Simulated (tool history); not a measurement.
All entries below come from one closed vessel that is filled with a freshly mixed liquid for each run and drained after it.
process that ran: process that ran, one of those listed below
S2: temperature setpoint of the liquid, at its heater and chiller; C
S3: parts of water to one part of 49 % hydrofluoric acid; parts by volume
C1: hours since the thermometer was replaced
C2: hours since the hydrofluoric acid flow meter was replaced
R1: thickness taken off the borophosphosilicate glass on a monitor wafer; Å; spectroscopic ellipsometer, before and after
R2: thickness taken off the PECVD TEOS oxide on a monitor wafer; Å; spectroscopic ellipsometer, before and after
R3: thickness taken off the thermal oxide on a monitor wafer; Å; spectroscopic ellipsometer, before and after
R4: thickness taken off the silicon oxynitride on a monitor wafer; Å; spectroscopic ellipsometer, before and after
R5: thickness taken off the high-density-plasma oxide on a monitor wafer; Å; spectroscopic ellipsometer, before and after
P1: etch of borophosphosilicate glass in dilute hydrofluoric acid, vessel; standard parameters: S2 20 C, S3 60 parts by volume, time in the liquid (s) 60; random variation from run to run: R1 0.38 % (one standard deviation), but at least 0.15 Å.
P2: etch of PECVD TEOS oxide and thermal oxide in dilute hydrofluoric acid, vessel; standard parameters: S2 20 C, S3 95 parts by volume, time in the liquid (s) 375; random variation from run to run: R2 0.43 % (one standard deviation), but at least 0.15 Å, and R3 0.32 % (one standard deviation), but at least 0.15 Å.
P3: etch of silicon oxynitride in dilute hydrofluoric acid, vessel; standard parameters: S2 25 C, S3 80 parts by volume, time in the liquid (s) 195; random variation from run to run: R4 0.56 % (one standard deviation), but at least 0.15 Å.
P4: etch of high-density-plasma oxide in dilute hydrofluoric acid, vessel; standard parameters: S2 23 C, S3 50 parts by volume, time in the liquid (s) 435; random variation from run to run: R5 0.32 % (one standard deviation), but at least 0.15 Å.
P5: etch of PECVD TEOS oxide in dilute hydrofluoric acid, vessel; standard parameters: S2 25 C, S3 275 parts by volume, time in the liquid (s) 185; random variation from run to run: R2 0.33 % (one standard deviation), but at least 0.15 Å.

run 1 day=0.133 | process_that_ran=P1 S2=20 S3=60 time_in_the_liquid_(s)=60 | C1=589.6 C2=581 | R1=274.66
run 2 day=0.325 | process_that_ran=P2 S2=23.5 S3=95 time_in_the_liquid_(s)=375 | C1=594.2 C2=585.6 | R2=614.26 R3=192.71
run 3 day=0.533 | process_that_ran=P3 S2=25 S3=80 time_in_the_liquid_(s)=195 | C1=599.2 C2=590.6 | R4=96.703
run 4 day=0.683 | process_that_ran=P1 S2=20 S3=60 time_in_the_liquid_(s)=60 | C1=602.8 C2=594.2 | R1=275.08
run 5 day=0.883 | process_that_ran=P1 S2=20 S3=60 time_in_the_liquid_(s)=60 | C1=607.6 C2=599 | R1=275.69
run 6 day=1.075 | process_that_ran=P1 S2=20 S3=60 time_in_the_liquid_(s)=60 | C1=612.2 C2=603.6 | R1=277.35
run 7 day=1.271 | process_that_ran=P1 S2=20 S3=60 time_in_the_liquid_(s)=60 | C1=616.9 C2=608.3 | R1=276.24
run 8 day=1.529 | process_that_ran=P1 S2=20 S3=60 time_in_the_liquid_(s)=30 | C1=623.1 C2=614.5 | R1=138.36
run 9 day=1.65 | process_that_ran=P2 S2=20 S3=20 time_in_the_liquid_(s)=375 | C1=626 C2=617.4 | R2=2805.5 R3=870.33
run 10 day=1.846 | process_that_ran=P1 S2=17 S3=60 time_in_the_liquid_(s)=30 | C1=630.7 C2=622.1 | R1=121.08
run 11 day=2.117 | process_that_ran=P1 S2=20 S3=100 time_in_the_liquid_(s)=60 | C1=637.2 C2=628.6 | R1=158.79
-- day=2.188 thermometer replaced
run 12 day=2.258 | process_that_ran=P4 S2=23 S3=50 time_in_the_liquid_(s)=675 | C1=1.7 C2=632 | R5=707.23
run 13 day=2.525 | process_that_ran=P5 S2=25 S3=275 time_in_the_liquid_(s)=185 | C1=8.1 C2=638.4 | R2=95.883
run 14 day=2.742 | process_that_ran=P4 S2=17 S3=50 time_in_the_liquid_(s)=435 | C1=13.3 C2=643.6 | R5=353.93
run 15 day=2.892 | process_that_ran=P1 S2=17 S3=85 time_in_the_liquid_(s)=60 | C1=16.9 C2=647.2 | R1=167.64
run 16 day=3.075 | process_that_ran=P1 S2=20 S3=60 time_in_the_liquid_(s)=105 | C1=21.3 C2=651.6 | R1=482.69
run 17 day=3.217 | process_that_ran=P4 S2=23 S3=50 time_in_the_liquid_(s)=435 | C1=24.7 C2=655 | R5=455.21
run 18 day=3.446 | process_that_ran=P2 S2=20 S3=95 time_in_the_liquid_(s)=375 | C1=30.2 C2=660.5 | R2=541.02 R3=167.83
run 19 day=3.571 | process_that_ran=P5 S2=33 S3=275 time_in_the_liquid_(s)=185 | C1=33.2 C2=663.5 | R2=124.33
run 20 day=3.712 | process_that_ran=P1 S2=20 S3=25 time_in_the_liquid_(s)=90 | C1=36.6 C2=666.9 | R1=1038.8
run 21 day=3.983 | process_that_ran=P3 S2=25 S3=80 time_in_the_liquid_(s)=335 | C1=43.1 C2=673.4 | R4=165.52
run 22 day=4.142 | process_that_ran=P2 S2=20 S3=95 time_in_the_liquid_(s)=735 | C1=46.9 C2=677.2 | R2=1057.9 R3=330.37
run 23 day=4.396 | process_that_ran=P1 S2=25 S3=60 time_in_the_liquid_(s)=60 | C1=53 C2=683.3 | R1=338.88
run 24 day=4.575 | process_that_ran=P4 S2=23 S3=50 time_in_the_liquid_(s)=435 | C1=57.3 C2=687.6 | R5=454.59
run 25 day=4.754 | process_that_ran=P1 S2=17 S3=60 time_in_the_liquid_(s)=60 | C1=61.6 C2=691.9 | R1=243.8
run 26 day=5.004 | process_that_ran=P1 S2=20 S3=60 time_in_the_liquid_(s)=60 | C1=67.6 C2=697.9 | R1=276.26
run 27 day=5.25 | process_that_ran=P3 S2=17.5 S3=80 time_in_the_liquid_(s)=195 | C1=73.5 C2=703.8 | R4=67.077
run 28 day=5.496 | process_that_ran=P3 S2=25 S3=120 time_in_the_liquid_(s)=195 | C1=79.4 C2=709.7 | R4=62.31
run 29 day=5.692 | process_that_ran=P1 S2=20 S3=25 time_in_the_liquid_(s)=60 | C1=84.1 C2=714.4 | R1=689.47
run 30 day=5.838 | process_that_ran=P2 S2=20 S3=95 time_in_the_liquid_(s)=375 | C1=87.6 C2=717.9 | R2=538.28 R3=167.83
run 31 day=6.004 | process_that_ran=P5 S2=25 S3=480 time_in_the_liquid_(s)=185 | C1=91.6 C2=721.9 | R2=44.847
run 32 day=6.279 | process_that_ran=P5 S2=25 S3=275 time_in_the_liquid_(s)=30 | C1=98.2 C2=728.5 | R2=15.381
run 33 day=6.475 | process_that_ran=P4 S2=23 S3=20 time_in_the_liquid_(s)=435 | C1=102.9 C2=733.2 | R5=1182
run 34 day=6.617 | process_that_ran=P1 S2=20 S3=60 time_in_the_liquid_(s)=60 | C1=106.3 C2=736.6 | R1=276.69
run 35 day=6.762 | process_that_ran=P1 S2=20 S3=60 time_in_the_liquid_(s)=60 | C1=109.8 C2=740.1 | R1=269.81
run 36 day=7.021 | process_that_ran=P1 S2=20 S3=60 time_in_the_liquid_(s)=60 | C1=116 C2=746.3 | R1=265.16
run 37 day=7.242 | process_that_ran=P1 S2=20 S3=60 time_in_the_liquid_(s)=60 | C1=121.3 C2=751.6 | R1=262.8
run 38 day=7.5 | process_that_ran=P1 S2=20 S3=60 time_in_the_liquid_(s)=60 | C1=127.5 C2=757.8 | R1=259.81
run 39 day=7.692 | process_that_ran=P1 S2=20 S3=60 time_in_the_liquid_(s)=60 | C1=132.1 C2=762.4 | R1=259.36
run 40 day=7.9 | process_that_ran=P1 S2=20 S3=60 time_in_the_liquid_(s)=60 | C1=137.1 C2=767.4 | R1=257.73
run 41 day=8.138 | process_that_ran=P1 S2=20 S3=60 time_in_the_liquid_(s)=60 | C1=142.8 C2=773.1 | R1=257.25
run 42 day=8.404 | process_that_ran=P1 S2=20 S3=60 time_in_the_liquid_(s)=60 | C1=149.2 C2=779.5 | R1=257.33
run 43 day=8.671 | process_that_ran=P1 S2=20 S3=60 time_in_the_liquid_(s)=60 | C1=155.6 C2=785.9 | R1=257.2
run 44 day=8.792 | process_that_ran=P1 S2=20 S3=60 time_in_the_liquid_(s)=60 | C1=158.5 C2=788.8 | R1=256.86

What P1 gives has crept off from where it sat before. The 2 causes that follow fit the log equally well, each at the size noted:
A: hydrofluoric acid flow below the setpoint (%) = 6.48
B: liquid colder than its thermometer reads (K) = 1.7
The onset of the drift is placed at about day 6.617.

You are offered 4 check runs, listed below with question marks in place of their results; each one averages 3 wafers. Which run separates the listed causes by giving clearly different results for each?
run check 1 day=8.912 | process_that_ran=P4 S2=20 S3=35 time_in_the_liquid_(s)=435 | R5=?
run check 2 day=8.912 | process_that_ran=P3 S2=25 S3=120 time_in_the_liquid_(s)=195 | R4=?
run check 3 day=8.912 | process_that_ran=P2 S2=20 S3=30 time_in_the_liquid_(s)=700 | R2=? R3=?
run check 4 day=8.912 | process_that_ran=P5 S2=32.5 S3=275 time_in_the_liquid_(s)=35 | R2=?

If the cause were each of the candidates in turn, the checks would give the following:
check=check_1 result=R5 if_A=544.71 if_B=542.86
check=check_2 result=R4 if_A=57.807 if_B=57.502
check=check_3 result=R2 if_A=3206 if_B=3192.6
check=check_3 result=R3 if_A=1000.5 if_B=996.29
check=check_4 result=R2 if_A=21.203 if_B=21.953
Separation of the two closest causes in each check, using whichever result separates them best: check 1 0.34 %; check 2 0.53 %; check 3 0.42 %; check 4 3.48 %
Only check 4 tells the causes apart: in the others they would give nearly the same result.

Running check 4 produced the following: R2 22.006 Å. Which one of the listed causes fits?

Of the candidate causes, it is B: liquid colder than its thermometer reads (K).

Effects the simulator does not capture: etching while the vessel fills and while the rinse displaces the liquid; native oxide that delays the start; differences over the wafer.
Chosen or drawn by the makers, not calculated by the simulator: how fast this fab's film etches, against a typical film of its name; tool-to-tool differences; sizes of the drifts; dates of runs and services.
